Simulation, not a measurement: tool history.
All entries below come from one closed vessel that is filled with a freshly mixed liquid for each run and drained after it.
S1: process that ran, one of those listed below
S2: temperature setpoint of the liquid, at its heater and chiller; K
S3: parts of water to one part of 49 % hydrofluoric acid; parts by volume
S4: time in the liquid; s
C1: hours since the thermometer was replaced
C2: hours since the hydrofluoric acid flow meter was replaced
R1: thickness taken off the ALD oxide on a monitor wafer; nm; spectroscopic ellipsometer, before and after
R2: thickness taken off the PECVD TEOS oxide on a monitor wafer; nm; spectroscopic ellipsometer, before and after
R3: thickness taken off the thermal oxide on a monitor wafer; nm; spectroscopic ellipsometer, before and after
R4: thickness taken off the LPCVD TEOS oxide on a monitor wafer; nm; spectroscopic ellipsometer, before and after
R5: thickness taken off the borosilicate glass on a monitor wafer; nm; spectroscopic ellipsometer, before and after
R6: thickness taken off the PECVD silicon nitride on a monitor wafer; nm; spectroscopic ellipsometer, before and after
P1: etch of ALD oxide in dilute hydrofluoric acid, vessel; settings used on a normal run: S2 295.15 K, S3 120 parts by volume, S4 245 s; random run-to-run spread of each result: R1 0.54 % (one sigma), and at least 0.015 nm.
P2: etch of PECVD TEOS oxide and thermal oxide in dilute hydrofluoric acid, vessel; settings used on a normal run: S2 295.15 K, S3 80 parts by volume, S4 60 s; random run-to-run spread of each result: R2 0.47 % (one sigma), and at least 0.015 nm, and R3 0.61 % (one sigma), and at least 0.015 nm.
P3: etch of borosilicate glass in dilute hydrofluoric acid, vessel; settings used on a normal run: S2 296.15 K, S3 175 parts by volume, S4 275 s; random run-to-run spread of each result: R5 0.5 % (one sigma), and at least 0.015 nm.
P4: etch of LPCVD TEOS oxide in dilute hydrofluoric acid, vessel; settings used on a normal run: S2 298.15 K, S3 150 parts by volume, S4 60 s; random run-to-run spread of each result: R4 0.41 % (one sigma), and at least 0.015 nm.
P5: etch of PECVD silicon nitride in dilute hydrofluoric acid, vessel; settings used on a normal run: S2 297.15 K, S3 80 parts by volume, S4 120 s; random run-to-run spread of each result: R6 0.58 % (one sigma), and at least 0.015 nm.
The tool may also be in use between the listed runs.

run,day,S1,S2,S3,S4,C1,C2,R1,R2,R3,R4,R5,R6
1,0.588,P1,295.15,120,245,1528.7,453.1,32.09,,,,,
2,1.058,P2,295.15,80,110,1540,464.4,,18.741,6.0997,,,
3,1.667,P2,295.15,80,60,1554.6,479,,10.29,3.2922,,,
4,2.233,P1,295.15,120,445,1568.2,492.6,58.553,,,,,
5,2.775,P1,295.15,120,245,1581.2,505.6,32.486,,,,,
6,3.375,P2,295.15,20,60,1595.6,520,,43.967,14.551,,,
7,3.758,P4,292.65,150,60,1604.8,529.2,,,,7.9877,,
8,4.15,P1,295.15,120,245,1614.2,538.6,32.263,,,,,
9,4.688,P1,295.15,120,245,1627.1,551.5,32.063,,,,,
10,5.171,P1,295.15,120,30,1638.7,563.1,3.9525,,,,,
11,5.742,P4,298.15,150,60,1652.4,576.8,,,,9.9292,,
12,6.271,P3,296.15,175,275,1665.1,589.5,,,,,46.302,
13,6.612,P1,295.15,60,245,1673.3,597.7,68.758,,,,,
14,7.188,P3,296.15,175,455,1687.1,611.5,,,,,75.947,
15,7.542,P1,290.15,120,245,1695.6,620,26.291,,,,,
16,7.917,P4,298.15,150,60,1704.6,629,,,,9.9032,,
17,8.408,P4,298.15,150,30,1716.4,640.8,,,,4.9519,,
18,9.029,P5,297.15,25,120,1731.3,655.7,,,,,,17.051
19,9.442,P5,297.15,80,190,1741.2,665.6,,,,,,8.759
20,9.779,P1,298.65,120,375,1749.3,673.7,56.793,,,,,

Predict the results of run 21:
21,10.117,P3,303.15,175,275,1757.4,681.8,,,,,?,

R5: 59.288 nm

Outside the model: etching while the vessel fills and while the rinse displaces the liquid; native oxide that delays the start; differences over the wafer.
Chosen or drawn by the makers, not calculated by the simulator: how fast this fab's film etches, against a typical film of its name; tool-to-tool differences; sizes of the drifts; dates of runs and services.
